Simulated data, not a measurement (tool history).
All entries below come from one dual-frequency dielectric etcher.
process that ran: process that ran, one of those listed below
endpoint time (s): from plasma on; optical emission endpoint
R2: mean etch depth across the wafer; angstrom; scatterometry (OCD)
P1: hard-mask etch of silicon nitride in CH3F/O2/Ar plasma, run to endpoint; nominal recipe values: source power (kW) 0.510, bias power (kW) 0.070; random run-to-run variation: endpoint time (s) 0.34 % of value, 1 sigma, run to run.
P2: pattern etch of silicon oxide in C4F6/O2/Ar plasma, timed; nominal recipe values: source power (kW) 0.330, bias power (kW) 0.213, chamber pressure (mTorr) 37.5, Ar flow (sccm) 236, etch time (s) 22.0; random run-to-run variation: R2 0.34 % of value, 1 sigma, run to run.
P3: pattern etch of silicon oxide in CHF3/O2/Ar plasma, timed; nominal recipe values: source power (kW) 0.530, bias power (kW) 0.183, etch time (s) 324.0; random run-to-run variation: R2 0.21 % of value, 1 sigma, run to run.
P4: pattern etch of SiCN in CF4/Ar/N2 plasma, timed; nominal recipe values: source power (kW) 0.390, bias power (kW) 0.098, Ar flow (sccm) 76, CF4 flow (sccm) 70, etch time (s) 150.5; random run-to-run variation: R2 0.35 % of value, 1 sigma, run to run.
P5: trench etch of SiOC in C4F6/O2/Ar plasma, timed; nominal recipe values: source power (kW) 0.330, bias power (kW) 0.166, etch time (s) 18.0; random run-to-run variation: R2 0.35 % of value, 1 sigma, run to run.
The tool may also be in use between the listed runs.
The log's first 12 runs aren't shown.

Run 13, hour 143.3: process that ran P1, source power (kW) 0.400, bias power (kW) 0.070. Result: endpoint time (s) 47.276.
Run 14, hour 157.7: process that ran P1, source power (kW) 0.660, bias power (kW) 0.090. Result: endpoint time (s) 35.923.
Run 15, hour 170.2: process that ran P1, source power (kW) 0.510, bias power (kW) 0.047. Result: endpoint time (s) 48.998.
Run 16, hour 180.5: process that ran P1, source power (kW) 0.710, bias power (kW) 0.098. Result: endpoint time (s) 33.917.
Run 17, hour 196.1: process that ran P4, source power (kW) 0.390, bias power (kW) 0.098, Ar flow (sccm) 76, etch time (s) 150.5, CF4 flow (sccm) 70. Result: R2 1321.30 angstrom.
Run 18, hour 210.1: process that ran P5, source power (kW) 0.460, bias power (kW) 0.166, etch time (s) 18.0. Result: R2 384.50 angstrom.
Run 19, hour 217.8: process that ran P3, source power (kW) 0.530, bias power (kW) 0.183, etch time (s) 324.0. Result: R2 6127.90 angstrom.
Run 20, hour 228.6: process that ran P2, source power (kW) 0.330, bias power (kW) 0.280, chamber pressure (mTorr) 37.5, Ar flow (sccm) 236, etch time (s) 22.0. Result: R2 760.64 angstrom.
Run 21, hour 239.6: process that ran P4, source power (kW) 0.390, bias power (kW) 0.098, Ar flow (sccm) 76, etch time (s) 150.5, CF4 flow (sccm) 70. Result: R2 1324.10 angstrom.
Run 22, hour 248.8: process that ran P3, source power (kW) 0.530, bias power (kW) 0.183, etch time (s) 418.0. Result: R2 7909.60 angstrom.
Run 23, hour 256.1: process that ran P3, source power (kW) 0.650, bias power (kW) 0.183, etch time (s) 324.0. Result: R2 6607.80 angstrom.
Run 24, hour 265.9: process that ran P1, source power (kW) 0.510, bias power (kW) 0.070. Result: endpoint time (s) 43.333.
Run 25, hour 277.6: process that ran P5, source power (kW) 0.330, bias power (kW) 0.166, etch time (s) 18.0. Result: R2 337.49 angstrom.
Run 26, hour 288.2: process that ran P5, source power (kW) 0.330, bias power (kW) 0.166, etch time (s) 10.0. Result: R2 188.12 angstrom.
Run 27, hour 303.5: process that ran P4, source power (kW) 0.390, bias power (kW) 0.098, Ar flow (sccm) 48, etch time (s) 150.5, CF4 flow (sccm) 70. Result: R2 1385.40 angstrom.
Run 28, hour 318.7: process that ran P2, source power (kW) 0.330, bias power (kW) 0.213, chamber pressure (mTorr) 37.5, Ar flow (sccm) 236, etch time (s) 22.0. Result: R2 686.45 angstrom.
Run 29, hour 328.5: process that ran P3, source power (kW) 0.530, bias power (kW) 0.120, etch time (s) 324.0. Result: R2 5354.40 angstrom.
Run 30, hour 336.8: process that ran P1, source power (kW) 0.510, bias power (kW) 0.070. Result: endpoint time (s) 43.081.
Run 31, hour 348.9: process that ran P1, source power (kW) 0.510, bias power (kW) 0.070. Result: endpoint time (s) 43.208.
Run 32, hour 360.9: process that ran P3, source power (kW) 0.530, bias power (kW) 0.183, etch time (s) 324.0. Result: R2 6118.00 angstrom.
Run 33, hour 373.8: process that ran P4, source power (kW) 0.390, bias power (kW) 0.066, Ar flow (sccm) 76, etch time (s) 150.5, CF4 flow (sccm) 70. Result: R2 1145.90 angstrom.
Run 34, hour 384.9: process that ran P1, source power (kW) 0.510, bias power (kW) 0.070. Result: endpoint time (s) 43.410.
Run 35, hour 392.5: process that ran P1, source power (kW) 0.510, bias power (kW) 0.070. Result: endpoint time (s) 43.203.
Run 36, hour 409.3: process that ran P1, source power (kW) 0.510, bias power (kW) 0.070. Result: endpoint time (s) 43.195.

Estimate the outcome of run 37 from the log above:
Run 37, hour 418.0: process that ran P1, source power (kW) 0.510, bias power (kW) 0.070. Result: endpoint time (s) ?.

endpoint time (s): 43.500

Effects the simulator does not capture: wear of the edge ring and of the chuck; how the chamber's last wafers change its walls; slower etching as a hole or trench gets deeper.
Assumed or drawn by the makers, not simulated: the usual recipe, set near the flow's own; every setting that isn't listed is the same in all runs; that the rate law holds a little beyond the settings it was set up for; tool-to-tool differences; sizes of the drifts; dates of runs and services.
